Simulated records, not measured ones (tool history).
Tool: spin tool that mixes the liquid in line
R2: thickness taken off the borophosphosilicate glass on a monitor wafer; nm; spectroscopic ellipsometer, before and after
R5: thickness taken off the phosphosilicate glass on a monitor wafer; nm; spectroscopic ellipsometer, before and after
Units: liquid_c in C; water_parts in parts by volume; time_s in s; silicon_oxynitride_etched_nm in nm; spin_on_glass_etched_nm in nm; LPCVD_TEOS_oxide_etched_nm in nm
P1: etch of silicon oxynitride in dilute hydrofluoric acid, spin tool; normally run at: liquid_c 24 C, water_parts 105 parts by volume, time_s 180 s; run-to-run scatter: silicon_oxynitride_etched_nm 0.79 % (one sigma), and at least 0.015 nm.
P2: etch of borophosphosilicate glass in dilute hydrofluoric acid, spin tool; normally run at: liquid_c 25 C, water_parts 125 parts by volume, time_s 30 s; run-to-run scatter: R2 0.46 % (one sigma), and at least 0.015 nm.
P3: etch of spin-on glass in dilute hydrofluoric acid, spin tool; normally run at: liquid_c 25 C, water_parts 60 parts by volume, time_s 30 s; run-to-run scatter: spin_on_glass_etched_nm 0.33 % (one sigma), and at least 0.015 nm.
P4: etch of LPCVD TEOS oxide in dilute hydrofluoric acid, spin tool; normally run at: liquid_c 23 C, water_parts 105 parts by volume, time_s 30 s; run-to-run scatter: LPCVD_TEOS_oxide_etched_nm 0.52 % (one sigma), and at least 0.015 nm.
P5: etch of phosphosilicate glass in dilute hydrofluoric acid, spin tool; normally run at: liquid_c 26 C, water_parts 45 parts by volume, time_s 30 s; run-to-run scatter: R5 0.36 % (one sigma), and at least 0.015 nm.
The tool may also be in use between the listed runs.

Run 1, hour 14.7: process P1, liquid_c 24 C, water_parts 105 parts by volume, time_s 180 s. Result: silicon_oxynitride_etched_nm 3.3592 nm.
Run 2, hour 24.8: process P2, liquid_c 25 C, water_parts 220 parts by volume, time_s 30 s. Result: R2 7.3044 nm.
Run 3, hour 32.5: process P3, liquid_c 25 C, water_parts 20 parts by volume, time_s 30 s. Result: spin_on_glass_etched_nm 36.126 nm.
Run 4, hour 46.3: process P1, liquid_c 24 C, water_parts 105 parts by volume, time_s 180 s. Result: silicon_oxynitride_etched_nm 3.4086 nm.
Run 5, hour 61.2: process P4, liquid_c 23 C, water_parts 20 parts by volume, time_s 30 s. Result: LPCVD_TEOS_oxide_etched_nm 68.328 nm.
Run 6, hour 68.4: process P1, liquid_c 24 C, water_parts 170 parts by volume, time_s 180 s. Result: silicon_oxynitride_etched_nm 1.9936 nm.
Run 7, hour 83.3: process P2, liquid_c 17.5 C, water_parts 125 parts by volume, time_s 30 s. Result: R2 10.481 nm.
Run 8, hour 96.7: process P2, liquid_c 25 C, water_parts 125 parts by volume, time_s 30 s. Result: R2 14.248 nm.
Run 9, hour 108.7: process P1, liquid_c 30 C, water_parts 155 parts by volume, time_s 180 s. Result: silicon_oxynitride_etched_nm 2.8984 nm.
Run 10, hour 123.8: process P1, liquid_c 24 C, water_parts 105 parts by volume, time_s 180 s. Result: silicon_oxynitride_etched_nm 3.4087 nm.
Run 11, hour 132.9: process P1, liquid_c 24 C, water_parts 105 parts by volume, time_s 285 s. Result: silicon_oxynitride_etched_nm 5.3496 nm.
Run 12, hour 144.1: process P1, liquid_c 24 C, water_parts 105 parts by volume, time_s 180 s. Result: silicon_oxynitride_etched_nm 3.4247 nm.
Run 13, hour 151.2: process P5, liquid_c 26 C, water_parts 65 parts by volume, time_s 30 s. Result: R5 50.157 nm.
Run 14, hour 163.4: process P4, liquid_c 23 C, water_parts 105 parts by volume, time_s 15 s. Result: LPCVD_TEOS_oxide_etched_nm 5.7709 nm.
Run 15, hour 174.3: process P1, liquid_c 20 C, water_parts 105 parts by volume, time_s 180 s. Result: silicon_oxynitride_etched_nm 2.8147 nm.
Run 16, hour 183.3: process P1, liquid_c 24 C, water_parts 105 parts by volume, time_s 50 s. Result: silicon_oxynitride_etched_nm 0.91801 nm.
Run 17, hour 195: process P1, liquid_c 31.5 C, water_parts 105 parts by volume, time_s 180 s. Result: silicon_oxynitride_etched_nm 4.8036 nm.
Run 18, hour 208: process P2, liquid_c 25 C, water_parts 125 parts by volume, time_s 30 s. Result: R2 14.305 nm.
At hour 215.8: hydrofluoric acid flow meter replaced.
Run 19, hour 216.5: process P3, liquid_c 25 C, water_parts 60 parts by volume, time_s 15 s. Result: spin_on_glass_etched_nm 5.6321 nm.
Run 20, hour 228.5: process P1, liquid_c 24 C, water_parts 105 parts by volume, time_s 180 s. Result: silicon_oxynitride_etched_nm 3.4137 nm.
Run 21, hour 240.4: process P3, liquid_c 32.5 C, water_parts 60 parts by volume, time_s 30 s. Result: spin_on_glass_etched_nm 15.269 nm.
Run 22, hour 254: process P5, liquid_c 26 C, water_parts 45 parts by volume, time_s 15 s. Result: R5 37.392 nm.
Run 23, hour 263.3: process P2, liquid_c 25 C, water_parts 125 parts by volume, time_s 50 s. Result: R2 23.592 nm.
Run 24, hour 276.3: process P1, liquid_c 24 C, water_parts 25 parts by volume, time_s 180 s. Result: silicon_oxynitride_etched_nm 15.316 nm.
Run 25, hour 291.3: process P4, liquid_c 17 C, water_parts 105 parts by volume, time_s 30 s. Result: LPCVD_TEOS_oxide_etched_nm 9.0663 nm.
Run 26, hour 300.2: process P5, liquid_c 26 C, water_parts 45 parts by volume, time_s 30 s. Result: R5 74.738 nm.
Run 27, hour 314.4: process P4, liquid_c 23 C, water_parts 105 parts by volume, time_s 30 s. Result: LPCVD_TEOS_oxide_etched_nm 11.584 nm.
Run 28, hour 321.9: process P5, liquid_c 18 C, water_parts 45 parts by volume, time_s 30 s. Result: R5 53.456 nm.
Run 29, hour 330.3: process P3, liquid_c 25 C, water_parts 60 parts by volume, time_s 30 s. Result: spin_on_glass_etched_nm 11.351 nm.
Run 30, hour 337: process P1, liquid_c 24 C, water_parts 105 parts by volume, time_s 180 s. Result: silicon_oxynitride_etched_nm 3.4148 nm.
Run 31, hour 351.2: process P1, liquid_c 24 C, water_parts 105 parts by volume, time_s 180 s. Result: silicon_oxynitride_etched_nm 3.5924 nm.
Run 32, hour 359.8: process P1, liquid_c 24 C, water_parts 105 parts by volume, time_s 180 s. Result: silicon_oxynitride_etched_nm 3.5514 nm.
Run 33, hour 367.2: process P1, liquid_c 24 C, water_parts 105 parts by volume, time_s 180 s. Result: silicon_oxynitride_etched_nm 3.6822 nm.
Run 34, hour 379.6: process P1, liquid_c 24 C, water_parts 105 parts by volume, time_s 180 s. Result: silicon_oxynitride_etched_nm 3.6958 nm.
Run 35, hour 388.2: process P1, liquid_c 24 C, water_parts 105 parts by volume, time_s 180 s. Result: silicon_oxynitride_etched_nm 3.7058 nm.
Run 36, hour 402.3: process P1, liquid_c 24 C, water_parts 105 parts by volume, time_s 180 s. Result: silicon_oxynitride_etched_nm 3.7163 nm.
Run 37, hour 410.6: process P1, liquid_c 24 C, water_parts 105 parts by volume, time_s 180 s. Result: silicon_oxynitride_etched_nm 3.709 nm.
Run 38, hour 425.1: process P1, liquid_c 24 C, water_parts 105 parts by volume, time_s 180 s. Result: silicon_oxynitride_etched_nm 3.7147 nm.
Run 39, hour 433: process P1, liquid_c 24 C, water_parts 105 parts by volume, time_s 180 s. Result: silicon_oxynitride_etched_nm 3.7225 nm.

What P1 gives has crept away from where it was. These 2 causes fit the log equally well, each at the size given:
A: liquid hotter than its thermometer reads (K) = 2.05
B: hydrofluoric acid flow above the setpoint (%) = 9.22
The creep began at about hour 337.

4 check runs are offered, each on 2 wafers whose results are averaged, their results left as question marks. Which one tells the causes apart?
Run check 1, hour 440.9: process P4, liquid_c 23 C, water_parts 25 parts by volume, time_s 30 s. Result: LPCVD_TEOS_oxide_etched_nm ?.
Run check 2, hour 440.9: process P3, liquid_c 25 C, water_parts 20 parts by volume, time_s 30 s. Result: spin_on_glass_etched_nm ?.
Run check 3, hour 440.9: process P5, liquid_c 18.5 C, water_parts 45 parts by volume, time_s 15 s. Result: R5 ?.
Run check 4, hour 440.9: process P2, liquid_c 25 C, water_parts 215 parts by volume, time_s 30 s. Result: R2 ?.

What each check would give under each cause:
  check                      result    if A    if B
check 1  LPCVD_TEOS_oxide_etched_nm   58.51  58.792
check 2     spin_on_glass_etched_nm  39.237  39.448
check 3                          R5  29.809  29.956
check 4                          R2  8.0395  8.3233
How far apart the two closest causes lie, in the result that separates them most: check 1 0.48 %; check 2 0.54 %; check 3 0.49 %; check 4 3.47 %
Only check 4 tells the causes apart: in the others they would give nearly the same result.

Then check 4 was run and gave: R2 8.0539 nm. Which cause is it?

It is A: liquid hotter than its thermometer reads (K).
